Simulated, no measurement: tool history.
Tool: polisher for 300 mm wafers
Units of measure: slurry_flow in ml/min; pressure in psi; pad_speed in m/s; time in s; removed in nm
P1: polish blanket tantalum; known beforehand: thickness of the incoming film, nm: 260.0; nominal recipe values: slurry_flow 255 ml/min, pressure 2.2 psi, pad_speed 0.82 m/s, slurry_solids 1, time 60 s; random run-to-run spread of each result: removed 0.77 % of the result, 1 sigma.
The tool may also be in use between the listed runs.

run	hour	slurry_flow	pressure	pad_speed	slurry_solids	time	wafers polished on this pad	hours since the slurry nozzle was cleaned	hours since the head pressure was calibrated	hours since the slurry blender was calibrated	removed
1	9.8	255	2.2	0.82	1	60	1099	136.6	506.9	112.1	71.355
2	21.6	405	2.2	0.82	1	60	1261	148.4	518.7	123.9	74.958
3	33.8	255	2.2	0.82	0.55	60	1429	160.6	530.9	136.1	58.121
4	42.4	255	2.2	0.82	1	60	1548	169.2	539.5	144.7	71.593
5	57.1	255	1.6	0.82	0.75	60	1751	183.9	554.2	159.4	47.132
6	74.4	255	2.2	1.18	1	60	1989	201.2	571.5	176.7	102.68
7	85	255	2.2	1.18	1.2	60	2135	211.8	582.1	187.3	107.33
8	96.3	180	2.2	0.42	1	60	2291	223.1	593.4	198.6	35.167
9	104.4	155	2.2	0.82	1	60	2403	231.2	601.5	206.7	66.607
10	120.6	255	1.1	0.82	1	60	2626	247.4	617.7	222.9	35.727
11	129.7	255	2.2	0.82	1	43	2751	256.5	626.8	232	50.73
12	142.7	255	2.2	0.82	1	60	2930	269.5	639.8	245	71.113
13	151.2	255	2.2	0.82	1.5	60	3048	278	648.3	253.5	79.077
14	167.8	255	2.2	0.82	1	60	3276	294.6	664.9	270.1	71.391
15	175.9	255	2.2	0.82	1	60	3388	302.7	673	278.2	71.751
16	188.3	255	3.1	0.82	1	60	3559	315.1	685.4	290.6	101.47
17	199	255	2.2	0.82	1	94	3707	325.8	696.1	301.3	112.47
18	210.5	255	2.2	0.58	1	60	3865	337.3	707.6	312.8	50.62
19	226.6	255	2.2	0.82	1	60	4087	353.4	723.7	328.9	70.906
20	243.2	255	2.2	0.82	1	60	4316	370	740.3	345.5	67.843
21	255.2	255	2.2	0.82	1	60	4481	382	752.3	357.5	66.316
# hour 261.5: head pressure recalibrated
# hour 264.2: slurry nozzle cleaned
22	271.3	255	2.2	0.82	1	60	4703	7.1	9.8	373.6	65.226
23	284	255	2.2	0.82	1	60	4878	19.8	22.5	386.3	64.422
24	301.7	255	2.2	0.82	1	60	5122	37.5	40.2	404	64.857
25	310.4	255	2.2	0.82	1	60	5242	46.2	48.9	412.7	65.583

Run 26 has not been measured yet. What should we expect?
26	320	255	2.2	0.82	1	60	5374	55.8	58.5	422.3	?

removed: 65.648 nm
